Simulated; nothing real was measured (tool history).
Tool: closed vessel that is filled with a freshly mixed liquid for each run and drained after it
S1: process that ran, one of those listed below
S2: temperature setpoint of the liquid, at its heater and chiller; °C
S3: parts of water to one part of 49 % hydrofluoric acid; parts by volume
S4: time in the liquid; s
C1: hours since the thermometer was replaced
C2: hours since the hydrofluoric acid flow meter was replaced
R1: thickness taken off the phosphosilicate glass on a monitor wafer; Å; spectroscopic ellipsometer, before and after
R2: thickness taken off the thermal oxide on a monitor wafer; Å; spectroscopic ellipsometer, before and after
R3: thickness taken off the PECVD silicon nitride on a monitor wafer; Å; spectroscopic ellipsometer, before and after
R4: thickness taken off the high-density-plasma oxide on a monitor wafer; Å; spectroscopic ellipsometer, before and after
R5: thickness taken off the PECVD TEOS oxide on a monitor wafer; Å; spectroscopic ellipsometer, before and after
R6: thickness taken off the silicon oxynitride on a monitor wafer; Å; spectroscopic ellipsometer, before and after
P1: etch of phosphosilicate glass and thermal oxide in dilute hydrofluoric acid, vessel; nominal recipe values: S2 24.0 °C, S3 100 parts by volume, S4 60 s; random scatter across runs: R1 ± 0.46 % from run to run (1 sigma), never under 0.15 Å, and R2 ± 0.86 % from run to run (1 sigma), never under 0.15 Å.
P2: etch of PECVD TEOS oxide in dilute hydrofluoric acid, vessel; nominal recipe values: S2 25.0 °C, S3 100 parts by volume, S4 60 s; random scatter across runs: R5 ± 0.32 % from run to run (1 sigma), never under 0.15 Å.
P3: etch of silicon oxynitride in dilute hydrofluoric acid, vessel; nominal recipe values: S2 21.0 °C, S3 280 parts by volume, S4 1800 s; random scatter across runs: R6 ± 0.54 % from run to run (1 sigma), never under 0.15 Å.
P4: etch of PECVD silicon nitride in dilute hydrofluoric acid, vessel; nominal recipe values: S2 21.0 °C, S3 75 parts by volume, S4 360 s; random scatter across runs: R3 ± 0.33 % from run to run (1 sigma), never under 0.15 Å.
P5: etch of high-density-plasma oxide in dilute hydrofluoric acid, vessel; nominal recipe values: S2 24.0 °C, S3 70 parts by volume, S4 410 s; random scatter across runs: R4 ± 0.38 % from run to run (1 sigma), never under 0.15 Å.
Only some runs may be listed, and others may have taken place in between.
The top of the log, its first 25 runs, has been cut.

{"run": 26, "hour": 183.0, "S1": "P5", "S2": 24.0, "S3": 70, "S4": 410, "C1": 1995.1, "C2": 138.0, "R4": 366.14}
{"run": 27, "hour": 190.1, "S1": "P4", "S2": 21.0, "S3": 75, "S4": 360, "C1": 2002.2, "C2": 145.1, "R3": 125.94}
{"run": 28, "hour": 198.1, "S1": "P3", "S2": 25.5, "S3": 280, "S4": 1800, "C1": 2010.2, "C2": 153.1, "R6": 291.74}
{"run": 29, "hour": 206.1, "S1": "P5", "S2": 18.5, "S3": 70, "S4": 410, "C1": 2018.2, "C2": 161.1, "R4": 293.39}
{"run": 30, "hour": 212.7, "S1": "P1", "S2": 24.0, "S3": 180, "S4": 60, "C1": 2024.8, "C2": 167.7, "R1": 330.8, "R2": 13.476}
{"run": 31, "hour": 222.4, "S1": "P3", "S2": 21.0, "S3": 280, "S4": 3500, "C1": 2034.5, "C2": 177.4, "R6": 472.32}
{"run": 32, "hour": 230.6, "S1": "P5", "S2": 24.0, "S3": 70, "S4": 610, "C1": 2042.7, "C2": 185.6, "R4": 545.78}
{"run": 33, "hour": 236.2, "S1": "P1", "S2": 30.5, "S3": 100, "S4": 60, "C1": 2048.3, "C2": 191.2, "R1": 833.51, "R2": 34.822}
{"run": 34, "hour": 243.1, "S1": "P4", "S2": 21.0, "S3": 40, "S4": 360, "C1": 2055.2, "C2": 198.1, "R3": 230.73}
{"run": 35, "hour": 248.3, "S1": "P1", "S2": 24.0, "S3": 100, "S4": 60, "C1": 2060.4, "C2": 203.3, "R1": 650.0, "R2": 26.928}
{"run": 36, "hour": 254.4, "S1": "P1", "S2": 24.0, "S3": 100, "S4": 60, "C1": 2066.5, "C2": 209.4, "R1": 660.81, "R2": 27.682}
{"run": 37, "hour": 259.5, "S1": "P1", "S2": 24.0, "S3": 100, "S4": 60, "C1": 2071.6, "C2": 214.5, "R1": 674.47, "R2": 27.752}

Run 38 is up next; what results do you expect?
{"run": 38, "hour": 265.9, "S1": "P1", "S2": 24.0, "S3": 100, "S4": 60, "C1": 2078.0, "C2": 220.9, "R1": "?", "R2": "?"}

R1: 671.69 Å
R2: 28.499 Å
